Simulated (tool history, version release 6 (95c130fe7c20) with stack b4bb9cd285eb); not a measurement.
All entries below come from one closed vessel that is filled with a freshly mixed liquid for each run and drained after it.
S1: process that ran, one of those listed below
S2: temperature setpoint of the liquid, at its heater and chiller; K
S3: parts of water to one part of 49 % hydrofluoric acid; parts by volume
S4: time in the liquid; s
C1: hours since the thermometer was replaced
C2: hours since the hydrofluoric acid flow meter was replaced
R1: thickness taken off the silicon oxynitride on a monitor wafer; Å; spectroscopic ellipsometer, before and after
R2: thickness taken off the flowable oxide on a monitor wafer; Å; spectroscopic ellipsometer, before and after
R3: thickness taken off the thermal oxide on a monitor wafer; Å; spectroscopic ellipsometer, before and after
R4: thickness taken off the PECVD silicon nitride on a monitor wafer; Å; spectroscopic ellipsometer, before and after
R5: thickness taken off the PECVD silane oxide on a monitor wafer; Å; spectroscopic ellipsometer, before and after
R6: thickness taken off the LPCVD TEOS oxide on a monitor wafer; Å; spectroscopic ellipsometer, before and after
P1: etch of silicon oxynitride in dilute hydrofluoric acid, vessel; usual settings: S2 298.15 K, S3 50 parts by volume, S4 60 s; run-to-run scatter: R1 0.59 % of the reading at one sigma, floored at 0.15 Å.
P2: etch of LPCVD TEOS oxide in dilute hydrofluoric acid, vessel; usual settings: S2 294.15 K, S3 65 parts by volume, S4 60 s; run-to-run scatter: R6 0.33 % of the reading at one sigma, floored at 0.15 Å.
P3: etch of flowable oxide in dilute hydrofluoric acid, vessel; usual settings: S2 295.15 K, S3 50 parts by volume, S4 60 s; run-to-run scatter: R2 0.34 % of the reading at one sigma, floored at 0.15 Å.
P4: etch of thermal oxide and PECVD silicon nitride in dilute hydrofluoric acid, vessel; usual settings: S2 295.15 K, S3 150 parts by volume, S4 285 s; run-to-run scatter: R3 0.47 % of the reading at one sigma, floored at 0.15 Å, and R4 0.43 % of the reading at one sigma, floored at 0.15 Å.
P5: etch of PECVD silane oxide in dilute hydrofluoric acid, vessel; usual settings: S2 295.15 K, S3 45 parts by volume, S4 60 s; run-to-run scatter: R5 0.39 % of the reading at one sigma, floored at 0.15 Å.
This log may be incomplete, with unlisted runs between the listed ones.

{"run": 1, "hour": 7.3, "S1": "P1", "S2": 298.15, "S3": 50, "S4": 60, "C1": 1116.9, "C2": 1001.3, "R1": 50.885}
{"run": 2, "hour": 13.6, "S1": "P3", "S2": 295.15, "S3": 50, "S4": 60, "C1": 1123.2, "C2": 1007.6, "R2": 552.34}
{"run": 3, "hour": 21.7, "S1": "P4", "S2": 295.15, "S3": 150, "S4": 285, "C1": 1131.3, "C2": 1015.7, "R3": 82.301, "R4": 81.413}
{"run": 4, "hour": 29.4, "S1": "P3", "S2": 290.15, "S3": 50, "S4": 60, "C1": 1139, "C2": 1023.4, "R2": 446.91}
{"run": 5, "hour": 38.1, "S1": "P5", "S2": 295.15, "S3": 45, "S4": 115, "C1": 1147.7, "C2": 1032.1, "R5": 1036.8}
{"run": 6, "hour": 46.3, "S1": "P1", "S2": 298.15, "S3": 50, "S4": 60, "C1": 1155.9, "C2": 1040.3, "R1": 51.18}
{"run": 7, "hour": 55.0, "S1": "P3", "S2": 295.15, "S3": 20, "S4": 60, "C1": 1164.6, "C2": 1049, "R2": 1427.9}
{"run": 8, "hour": 66.5, "S1": "P4", "S2": 303.65, "S3": 150, "S4": 285, "C1": 1176.1, "C2": 1060.5, "R3": 113.13, "R4": 140.21}
{"run": 9, "hour": 74.5, "S1": "P1", "S2": 298.15, "S3": 90, "S4": 60, "C1": 1184.1, "C2": 1068.5, "R1": 27.134}
{"run": 10, "hour": 85.7, "S1": "P5", "S2": 302.15, "S3": 45, "S4": 60, "C1": 1195.3, "C2": 1079.7, "R5": 719.03}
{"run": 11, "hour": 97.3, "S1": "P2", "S2": 294.15, "S3": 65, "S4": 30, "C1": 1206.9, "C2": 1091.3, "R6": 194.95}
{"run": 12, "hour": 103.8, "S1": "P4", "S2": 295.15, "S3": 150, "S4": 525, "C1": 1213.4, "C2": 1097.8, "R3": 149.94, "R4": 150.42}
{"run": 13, "hour": 112.3, "S1": "P2", "S2": 290.15, "S3": 65, "S4": 60, "C1": 1221.9, "C2": 1106.3, "R6": 329.92}
{"run": 14, "hour": 118.3, "S1": "P4", "S2": 295.15, "S3": 30, "S4": 285, "C1": 1227.9, "C2": 1112.3, "R3": 472.56, "R4": 390.71}
{"run": 15, "hour": 125.0, "S1": "P1", "S2": 298.15, "S3": 50, "S4": 85, "C1": 1234.6, "C2": 1119, "R1": 72.257}
{"run": 16, "hour": 131.1, "S1": "P3", "S2": 295.15, "S3": 50, "S4": 30, "C1": 1240.7, "C2": 1125.1, "R2": 276.18}
{"run": 17, "hour": 137.9, "S1": "P1", "S2": 298.15, "S3": 20, "S4": 60, "C1": 1247.5, "C2": 1131.9, "R1": 131.09}
{"run": 18, "hour": 147.7, "S1": "P1", "S2": 298.15, "S3": 70, "S4": 95, "C1": 1257.3, "C2": 1141.7, "R1": 56.613}
{"run": 19, "hour": 156.8, "S1": "P1", "S2": 298.15, "S3": 50, "S4": 60, "C1": 1266.4, "C2": 1150.8, "R1": 51.303}
{"run": 20, "hour": 167.1, "S1": "P1", "S2": 303.15, "S3": 50, "S4": 90, "C1": 1276.7, "C2": 1161.1, "R1": 98.332}
{"run": 21, "hour": 173.7, "S1": "P1", "S2": 292.15, "S3": 50, "S4": 60, "C1": 1283.3, "C2": 1167.7, "R1": 37.824}
{"run": 22, "hour": 180.1, "S1": "P1", "S2": 298.15, "S3": 50, "S4": 60, "C1": 1289.7, "C2": 1174.1, "R1": 51.789}
{"run": 23, "hour": 188.0, "S1": "P1", "S2": 298.15, "S3": 50, "S4": 30, "C1": 1297.6, "C2": 1182, "R1": 25.796}
{"run": 24, "hour": 194.3, "S1": "P2", "S2": 294.15, "S3": 65, "S4": 60, "C1": 1303.9, "C2": 1188.3, "R6": 395.56}
{"run": 25, "hour": 206.0, "S1": "P5", "S2": 295.15, "S3": 20, "S4": 60, "C1": 1315.6, "C2": 1200, "R5": 1255}

Run 26 comes next. What will it give?
{"run": 26, "hour": 217.4, "S1": "P1", "S2": 304.65, "S3": 50, "S4": 60, "C1": 1327, "C2": 1211.4, "R1": "?"}

R1: 70.171 Å
